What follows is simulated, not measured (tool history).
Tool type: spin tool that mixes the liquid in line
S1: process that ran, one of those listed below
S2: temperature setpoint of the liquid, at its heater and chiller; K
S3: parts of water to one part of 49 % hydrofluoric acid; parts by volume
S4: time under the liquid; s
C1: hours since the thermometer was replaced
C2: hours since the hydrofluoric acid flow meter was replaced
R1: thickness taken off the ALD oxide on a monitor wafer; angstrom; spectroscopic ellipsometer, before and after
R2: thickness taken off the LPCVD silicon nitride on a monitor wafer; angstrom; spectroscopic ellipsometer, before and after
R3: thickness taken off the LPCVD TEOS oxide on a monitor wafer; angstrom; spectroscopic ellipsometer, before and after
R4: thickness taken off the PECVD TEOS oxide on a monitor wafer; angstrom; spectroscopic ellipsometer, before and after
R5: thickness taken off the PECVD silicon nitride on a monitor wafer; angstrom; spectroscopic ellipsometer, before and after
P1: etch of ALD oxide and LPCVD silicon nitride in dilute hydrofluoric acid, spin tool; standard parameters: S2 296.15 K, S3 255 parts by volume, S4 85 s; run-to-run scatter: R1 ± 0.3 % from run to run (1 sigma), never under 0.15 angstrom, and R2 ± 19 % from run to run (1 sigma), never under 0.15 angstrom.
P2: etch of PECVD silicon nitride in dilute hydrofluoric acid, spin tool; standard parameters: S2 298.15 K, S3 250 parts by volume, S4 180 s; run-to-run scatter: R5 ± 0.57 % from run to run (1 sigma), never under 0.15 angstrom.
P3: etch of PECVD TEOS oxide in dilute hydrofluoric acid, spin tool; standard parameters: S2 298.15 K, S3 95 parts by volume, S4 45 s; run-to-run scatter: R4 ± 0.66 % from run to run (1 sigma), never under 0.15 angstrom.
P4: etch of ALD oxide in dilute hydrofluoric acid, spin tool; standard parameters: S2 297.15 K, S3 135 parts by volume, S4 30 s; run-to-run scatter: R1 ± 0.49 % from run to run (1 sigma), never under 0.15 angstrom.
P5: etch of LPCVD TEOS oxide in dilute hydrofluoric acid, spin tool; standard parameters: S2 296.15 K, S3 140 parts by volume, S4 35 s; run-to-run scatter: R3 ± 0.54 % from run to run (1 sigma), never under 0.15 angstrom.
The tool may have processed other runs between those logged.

{"run": 1, "hour": 14.8, "S1": "P1", "S2": 296.15, "S3": 255, "S4": 85, "C1": 668.8, "C2": 1239.3, "R1": 75.282, "R2": 1.3464}
{"run": 2, "hour": 25.6, "S1": "P1", "S2": 296.15, "S3": 400, "S4": 155, "C1": 679.6, "C2": 1250.1, "R1": 76.013, "R2": 0.88162}
{"run": 3, "hour": 34.5, "S1": "P5", "S2": 296.15, "S3": 200, "S4": 35, "C1": 688.5, "C2": 1259, "R3": 33.82}
{"run": 4, "hour": 46.9, "S1": "P3", "S2": 298.15, "S3": 95, "S4": 45, "C1": 700.9, "C2": 1271.4, "R4": 42.793}
{"run": 5, "hour": 54.1, "S1": "P5", "S2": 296.15, "S3": 140, "S4": 35, "C1": 708.1, "C2": 1278.6, "R3": 52.406}
{"run": 6, "hour": 61.7, "S1": "P2", "S2": 305.15, "S3": 250, "S4": 180, "C1": 715.7, "C2": 1286.2, "R5": 62.842}
{"run": 7, "hour": 72.4, "S1": "P4", "S2": 297.15, "S3": 135, "S4": 30, "C1": 726.4, "C2": 1296.9, "R1": 67.039}
{"run": 8, "hour": 79.2, "S1": "P1", "S2": 296.15, "S3": 255, "S4": 140, "C1": 733.2, "C2": 1303.7, "R1": 123.71, "R2": 2.8688}
{"run": 9, "hour": 92.9, "S1": "P5", "S2": 300.65, "S3": 140, "S4": 35, "C1": 746.9, "C2": 1317.4, "R3": 61.464}
{"run": 10, "hour": 100.4, "S1": "P1", "S2": 296.15, "S3": 255, "S4": 85, "C1": 754.4, "C2": 1324.9, "R1": 74.997, "R2": 1.7748}
{"run": 11, "hour": 112.7, "S1": "P1", "S2": 296.15, "S3": 255, "S4": 15, "C1": 766.7, "C2": 1337.2, "R1": 13.256, "R2": 0.27683}
{"run": 12, "hour": 119.6, "S1": "P5", "S2": 296.15, "S3": 140, "S4": 35, "C1": 773.6, "C2": 1344.1, "R3": 51.809}
{"run": 13, "hour": 135.0, "S1": "P3", "S2": 298.15, "S3": 140, "S4": 45, "C1": 789, "C2": 1359.5, "R4": 27.832}
{"run": 14, "hour": 147.1, "S1": "P4", "S2": 297.15, "S3": 135, "S4": 15, "C1": 801.1, "C2": 1371.6, "R1": 33.213}
{"run": 15, "hour": 159.2, "S1": "P1", "S2": 296.15, "S3": 255, "S4": 85, "C1": 813.2, "C2": 1383.7, "R1": 75.027, "R2": 1.1724}
{"run": 16, "hour": 166.7, "S1": "P5", "S2": 296.15, "S3": 140, "S4": 15, "C1": 820.7, "C2": 1391.2, "R3": 22.275}
{"run": 17, "hour": 174.1, "S1": "P2", "S2": 298.15, "S3": 115, "S4": 180, "C1": 828.1, "C2": 1398.6, "R5": 90.382}
{"run": 18, "hour": 186.8, "S1": "P3", "S2": 294.15, "S3": 95, "S4": 45, "C1": 840.8, "C2": 1411.3, "R4": 36.896}
{"run": 19, "hour": 201.0, "S1": "P4", "S2": 304.15, "S3": 135, "S4": 30, "C1": 855, "C2": 1425.5, "R1": 87.027}
{"run": 20, "hour": 212.5, "S1": "P1", "S2": 296.15, "S3": 450, "S4": 145, "C1": 866.5, "C2": 1437, "R1": 60.649, "R2": 0.95971}
{"run": 21, "hour": 227.7, "S1": "P4", "S2": 297.15, "S3": 30, "S4": 30, "C1": 881.7, "C2": 1452.2, "R1": 343.57}
{"run": 22, "hour": 237.6, "S1": "P1", "S2": 296.15, "S3": 255, "S4": 85, "C1": 891.6, "C2": 1462.1, "R1": 75.134, "R2": 1.3606}
{"run": 23, "hour": 249.0, "S1": "P1", "S2": 296.15, "S3": 255, "S4": 85, "C1": 903, "C2": 1473.5, "R1": 75.727, "R2": 1.7247}
{"run": 24, "hour": 256.6, "S1": "P3", "S2": 298.15, "S3": 95, "S4": 15, "C1": 910.6, "C2": 1481.1, "R4": 14.063}
{"run": 25, "hour": 265.0, "S1": "P1", "S2": 296.15, "S3": 255, "S4": 85, "C1": 919, "C2": 1489.5, "R1": 75.151, "R2": 1.1793}
{"run": 26, "hour": 279.2, "S1": "P1", "S2": 296.15, "S3": 105, "S4": 85, "C1": 933.2, "C2": 1503.7, "R1": 215.2, "R2": 4.7165}
{"run": 27, "hour": 291.7, "S1": "P1", "S2": 290.15, "S3": 255, "S4": 85, "C1": 945.7, "C2": 1516.2, "R1": 60.148, "R2": 1.1121}
{"run": 28, "hour": 305.2, "S1": "P2", "S2": 298.15, "S3": 250, "S4": 180, "C1": 959.2, "C2": 1529.7, "R5": 41.592}
{"run": 29, "hour": 312.8, "S1": "P2", "S2": 298.15, "S3": 250, "S4": 180, "C1": 966.8, "C2": 1537.3, "R5": 41.305}
{"run": 30, "hour": 327.8, "S1": "P1", "S2": 304.15, "S3": 255, "S4": 85, "C1": 981.8, "C2": 1552.3, "R1": 98.576, "R2": 1.1942}
{"run": 31, "hour": 335.6, "S1": "P2", "S2": 298.15, "S3": 250, "S4": 15, "C1": 989.6, "C2": 1560.1, "R5": 3.4456}
{"run": 32, "hour": 351.2, "S1": "P1", "S2": 296.15, "S3": 370, "S4": 85, "C1": 1005.2, "C2": 1575.7, "R1": 46.687, "R2": 1.0633}
{"run": 33, "hour": 360.9, "S1": "P1", "S2": 291.15, "S3": 425, "S4": 85, "C1": 1014.9, "C2": 1585.4, "R1": 32.489, "R2": 0.58817}
{"run": 34, "hour": 369.5, "S1": "P1", "S2": 296.15, "S3": 255, "S4": 85, "C1": 1023.5, "C2": 1594, "R1": 74.839, "R2": 1.1778}
{"run": 35, "hour": 382.4, "S1": "P1", "S2": 296.15, "S3": 255, "S4": 85, "C1": 1036.4, "C2": 1606.9, "R1": 77.477, "R2": 1.8105}
{"run": 36, "hour": 395.9, "S1": "P1", "S2": 296.15, "S3": 255, "S4": 85, "C1": 1049.9, "C2": 1620.4, "R1": 79.352, "R2": 1.2857}
{"run": 37, "hour": 405.6, "S1": "P1", "S2": 296.15, "S3": 255, "S4": 85, "C1": 1059.6, "C2": 1630.1, "R1": 79.855, "R2": 1.8995}
{"run": 38, "hour": 416.0, "S1": "P1", "S2": 296.15, "S3": 255, "S4": 85, "C1": 1070, "C2": 1640.5, "R1": 80.186, "R2": 1.4659}
{"run": 39, "hour": 425.1, "S1": "P1", "S2": 296.15, "S3": 255, "S4": 85, "C1": 1079.1, "C2": 1649.6, "R1": 80.47, "R2": 1.6484}
{"run": 40, "hour": 439.2, "S1": "P1", "S2": 296.15, "S3": 255, "S4": 85, "C1": 1093.2, "C2": 1663.7, "R1": 80.401, "R2": 1.3979}
{"run": 41, "hour": 450.6, "S1": "P1", "S2": 296.15, "S3": 255, "S4": 85, "C1": 1104.6, "C2": 1675.1, "R1": 80.769, "R2": 1.299}
{"run": 42, "hour": 463.6, "S1": "P1", "S2": 296.15, "S3": 255, "S4": 85, "C1": 1117.6, "C2": 1688.1, "R1": 80.675, "R2": 1.0743}

P1 has crept away from where it was. The log is fitted equally well by each of these 2 causes, at the sizes shown:
A: hydrofluoric acid flow above the setpoint (%) = 6.25
B: liquid hotter than its thermometer reads (K) = 2.12
At approximately hour 369.5, the process output began to creep.

4 check runs are offered, one wafer each, their results left as question marks. Which one tells the causes apart?
{"run": "check 1", "hour": 476.6, "S1": "P5", "S2": 296.15, "S3": 200, "S4": 15, "R3": "?"}
{"run": "check 2", "hour": 476.6, "S1": "P4", "S2": 303.65, "S3": 135, "S4": 30, "R1": "?"}
{"run": "check 3", "hour": 476.6, "S1": "P2", "S2": 298.15, "S3": 250, "S4": 95, "R5": "?"}
{"run": "check 4", "hour": 476.6, "S1": "P3", "S2": 298.15, "S3": 95, "S4": 15, "R4": "?"}

How each check would come out, cause by cause:
check=check_1 result=R3 if_A=15.692 if_B=15.774
check=check_2 result=R1 if_A=91.359 if_B=91.772
check=check_3 result=R5 if_A=23.265 if_B=24.917
check=check_4 result=R4 if_A=15.349 if_B=15.581
Per-check spread between the two closest causes, in the result where they differ most: check 1 0.53 %; check 2 0.45 %; check 3 6.86 %; check 4 1.5 %
Check 3 distinguishes between the causes, while the remaining checks would return nearly the same result for all of them.

The results of check 3 are: R5 23.235 angstrom. Based on these, which of the listed causes is it?

The correct cause is A, namely: hydrofluoric acid flow above the setpoint (%).

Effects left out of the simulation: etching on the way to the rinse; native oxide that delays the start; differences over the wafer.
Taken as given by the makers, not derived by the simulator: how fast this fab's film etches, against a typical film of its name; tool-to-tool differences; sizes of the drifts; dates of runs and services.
